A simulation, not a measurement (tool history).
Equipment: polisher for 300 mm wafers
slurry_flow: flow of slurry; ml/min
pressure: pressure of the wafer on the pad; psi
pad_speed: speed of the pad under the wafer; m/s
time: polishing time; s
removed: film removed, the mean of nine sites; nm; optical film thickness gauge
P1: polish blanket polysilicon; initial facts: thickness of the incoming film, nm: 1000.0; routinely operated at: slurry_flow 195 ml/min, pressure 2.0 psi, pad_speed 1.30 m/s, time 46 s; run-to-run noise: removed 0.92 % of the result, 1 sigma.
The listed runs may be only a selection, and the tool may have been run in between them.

run,hour,slurry_flow,pressure,pad_speed,time,removed
1,3.7,195,2.0,1.30,46,334.31
2,8.5,195,2.0,1.30,46,335.97
3,12.0,195,2.0,1.30,46,332.67
4,15.2,195,2.0,1.30,46,334.17
5,17.9,195,2.0,1.30,63,455.95
6,22.7,195,2.0,1.30,46,335.72
7,25.6,195,2.0,2.02,46,518.24
8,31.4,310,2.0,1.30,46,346.61
9,36.0,195,3.1,1.30,46,511.89
10,39.0,195,2.0,1.30,21,154.12
11,43.2,195,2.0,1.30,46,338.72
12,47.7,195,2.0,0.58,46,149.86
13,50.9,120,2.0,2.04,46,491.56
14,55.5,115,2.0,1.30,46,298.47
15,61.7,195,0.9,1.30,46,149.86
16,64.5,195,2.0,1.30,46,332.71
17,70.6,195,2.0,1.30,46,320.84
18,76.4,195,2.0,1.30,46,313.94
19,80.0,195,2.0,1.30,46,311.95
# hour 81.5: worn pad replaced by a new one
20,85.0,195,2.0,1.30,46,311.17
21,87.8,195,2.0,1.30,46,315.06
22,91.3,195,2.0,1.30,46,307.24
23,94.4,195,2.0,1.30,46,308.63
24,97.2,195,2.0,1.30,46,307.63
25,100.2,195,2.0,1.30,46,304.91
26,105.8,195,2.0,1.30,46,307.29

P1 no longer gives what it gave before; its output has crept away from where it was. The following 2 causes, each at its listed size, fit the log equally well:
A: slurry flow missing at the pad, % = 38.9
B: head's pressure below its setpoint, % = 8.13
At approximately hour 64.5, the process output began to creep.
Ruled out, with reasons:
removal rate lost through wear of the pad, %: work on it at hour 81.5, done after the drift set in, did not restore what the process gave before

Of the 4 check runs below, each run on 5 wafers with the results averaged and each result still a question mark, which one would tell the listed causes apart?
check 1,111.4,195,3.1,1.30,56,?
check 2,111.4,195,3.0,0.60,46,?
check 3,111.4,195,2.0,1.04,23,?
check 4,111.4,305,1.5,1.30,46,?

What each check would give under each cause:
check,result,if A,if B
check 1,removed,580.66,580.71
check 2,removed,213.04,213.06
check 3,removed,123.09,123.10
check 4,removed,249.66,242.53
Distance between the nearest two causes, measured in the result of the check that separates them most: check 1 0.01 %; check 2 0.01 %; check 3 0.01 %; check 4 2.9 %
Only check 4 tells the causes apart: in the others they would give nearly the same result.

After running check 4, the following was obtained: removed 242.87 nm. Which cause does this point to?

The cause is B: head's pressure below its setpoint, %.
